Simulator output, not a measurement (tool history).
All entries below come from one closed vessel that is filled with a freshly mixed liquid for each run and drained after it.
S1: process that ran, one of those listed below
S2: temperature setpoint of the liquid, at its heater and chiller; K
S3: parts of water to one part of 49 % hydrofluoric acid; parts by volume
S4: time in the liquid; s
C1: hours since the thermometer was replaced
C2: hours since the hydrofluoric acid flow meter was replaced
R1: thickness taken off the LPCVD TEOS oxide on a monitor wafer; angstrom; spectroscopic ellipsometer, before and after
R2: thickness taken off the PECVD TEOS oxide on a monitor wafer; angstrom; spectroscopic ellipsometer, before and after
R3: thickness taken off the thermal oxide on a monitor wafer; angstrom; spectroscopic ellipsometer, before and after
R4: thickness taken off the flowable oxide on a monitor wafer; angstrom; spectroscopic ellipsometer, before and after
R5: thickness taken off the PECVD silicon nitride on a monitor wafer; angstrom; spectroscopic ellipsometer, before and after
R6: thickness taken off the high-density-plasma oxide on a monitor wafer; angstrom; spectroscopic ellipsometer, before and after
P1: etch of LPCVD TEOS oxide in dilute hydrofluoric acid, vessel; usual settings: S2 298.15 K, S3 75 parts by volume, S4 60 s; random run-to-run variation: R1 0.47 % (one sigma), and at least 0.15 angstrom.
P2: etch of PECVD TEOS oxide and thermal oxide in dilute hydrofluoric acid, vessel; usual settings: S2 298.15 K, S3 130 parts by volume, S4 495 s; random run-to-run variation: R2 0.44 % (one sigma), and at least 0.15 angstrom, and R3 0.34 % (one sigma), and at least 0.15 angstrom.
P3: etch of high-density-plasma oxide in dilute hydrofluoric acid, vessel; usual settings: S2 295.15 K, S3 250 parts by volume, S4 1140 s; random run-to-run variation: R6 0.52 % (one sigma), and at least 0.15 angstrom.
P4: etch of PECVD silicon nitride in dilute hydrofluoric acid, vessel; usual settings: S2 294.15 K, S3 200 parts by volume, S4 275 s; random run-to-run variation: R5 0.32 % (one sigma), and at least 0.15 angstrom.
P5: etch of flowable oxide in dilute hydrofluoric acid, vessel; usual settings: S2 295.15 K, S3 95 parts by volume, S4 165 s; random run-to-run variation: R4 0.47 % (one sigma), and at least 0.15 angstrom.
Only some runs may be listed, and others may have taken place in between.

run,hour,S1,S2,S3,S4,C1,C2,R1,R2,R3,R4,R5,R6
1,5.7,P1,298.15,75,60,1283.0,398.3,315.95,,,,,
2,11.2,P2,298.15,130,495,1288.5,403.8,,553.86,184.060,,,
3,17.0,P1,291.15,75,60,1294.3,409.6,238.03,,,,,
4,24.1,P5,295.15,30,165,1301.4,416.7,,,,1115.70,,
5,29.9,P4,294.15,200,275,1307.2,422.5,,,,,63.666,
6,37.4,P1,298.15,75,60,1314.7,430.0,315.96,,,,,
7,41.8,P1,298.15,75,60,1319.1,434.4,318.21,,,,,
8,48.4,P1,298.15,75,60,1325.7,441.0,318.35,,,,,
9,53.4,P5,295.15,95,70,1330.7,446.0,,,,138.55,,
10,57.2,P1,298.15,75,60,1334.5,449.8,317.33,,,,,
11,63.2,P4,294.15,115,275,1340.5,455.8,,,,,109.490,
12,70.5,P2,298.15,130,190,1347.8,463.1,,210.42,70.392,,,
13,75.8,P5,290.15,95,165,1353.1,468.4,,,,265.96,,
14,79.6,P3,295.15,250,1140,1356.9,472.2,,,,,,325.56
15,85.9,P4,294.15,200,545,1363.2,478.5,,,,,126.060,
16,89.8,P3,295.15,250,2175,1367.1,482.4,,,,,,626.42
17,95.9,P1,298.15,75,110,1373.2,488.5,581.51,,,,,
18,103.1,P2,290.65,130,495,1380.4,495.7,,410.10,136.240,,,
19,110.3,P3,295.15,250,1140,1387.6,502.9,,,,,,329.78
20,113.6,P2,298.15,30,495,1390.9,506.2,,2726.60,902.620,,,
21,119.6,P4,294.15,200,275,1396.9,512.2,,,,,63.611,
22,125.1,P2,298.15,130,495,1402.4,517.7,,556.25,183.410,,,
23,128.6,P4,301.15,200,275,1405.9,521.2,,,,,98.516,
24,135.1,P1,305.15,75,30,1412.4,527.7,207.54,,,,,
25,141.8,P3,290.15,250,1140,1419.1,534.4,,,,,,274.01
26,148.8,P1,298.15,110,60,1426.1,541.4,206.36,,,,,
27,155.3,P5,295.15,95,165,1432.6,547.9,,,,326.47,,
28,161.1,P3,295.15,160,1140,1438.4,553.7,,,,,,566.96
29,164.4,P5,295.15,95,165,1441.7,557.0,,,,326.01,,
30,168.1,P1,305.15,75,30,1445.4,560.7,207.85,,,,,
31,173.0,P1,304.15,75,60,1450.3,565.6,400.90,,,,,
32,177.2,P1,298.15,20,60,1454.5,569.8,1272.60,,,,,
33,183.2,P1,298.15,75,30,1460.5,575.8,158.57,,,,,
34,188.4,P1,298.15,75,60,1465.7,581.0,317.11,,,,,
35,194.7,P1,298.15,75,60,1472.0,587.3,307.02,,,,,
36,201.4,P1,298.15,75,60,1478.7,594.0,297.38,,,,,
37,207.0,P1,298.15,75,60,1484.3,599.6,297.86,,,,,
38,214.5,P1,298.15,75,60,1491.8,607.1,294.93,,,,,
39,220.8,P1,298.15,75,60,1498.1,613.4,292.32,,,,,
40,227.1,P1,298.15,75,60,1504.4,619.7,289.09,,,,,
41,233.4,P1,298.15,75,60,1510.7,626.0,292.56,,,,,
42,240.8,P1,298.15,75,60,1518.1,633.4,291.54,,,,,
43,245.6,P1,298.15,75,60,1522.9,638.2,289.44,,,,,
44,249.8,P1,298.15,75,60,1527.1,642.4,289.20,,,,,
45,253.6,P1,298.15,75,60,1530.9,646.2,289.07,,,,,

The output of P1 has drifted from where it used to be. Each of the 2 causes below, taken at the size shown beside it, accounts for the log equally well:
A: hydrofluoric acid flow below the setpoint (%) = 8.2
B: liquid colder than its thermometer reads (K) = 2.34
The drift started at roughly hour 188.4.

Of the 4 check runs listed below, each run on one wafer and each result written as a question mark, which would let you distinguish the listed causes because they would give clearly different results?
check 1,257.4,P2,298.15,35,495,,,,?,?,,,
check 2,257.4,P5,290.65,95,95,,,,,,?,,
check 3,257.4,P3,290.15,250,2090,,,,,,,,?
check 4,257.4,P4,300.15,200,490,,,,,,,?,

What every check run would give for each of its results, assuming each possible cause in turn:
check,result,if A,if B
check 1,R2,2119.90,2103.70
check 1,R3,704.760,699.390
check 2,R4,142.14,141.42
check 3,R6,451.32,457.09
check 4,R5,152.400,143.600
How far apart the two closest causes lie, in the result that separates them most: check 1 0.76 %; check 2 0.51 %; check 3 1.27 %; check 4 5.95 %
Only in check 4 would the causes give clearly different results; in the remaining checks their results would be nearly the same.

Check 4 has now been run. It gave: R5 143.350 angstrom. Which of the candidate causes is it?

B is the cause: liquid colder than its thermometer reads (K).
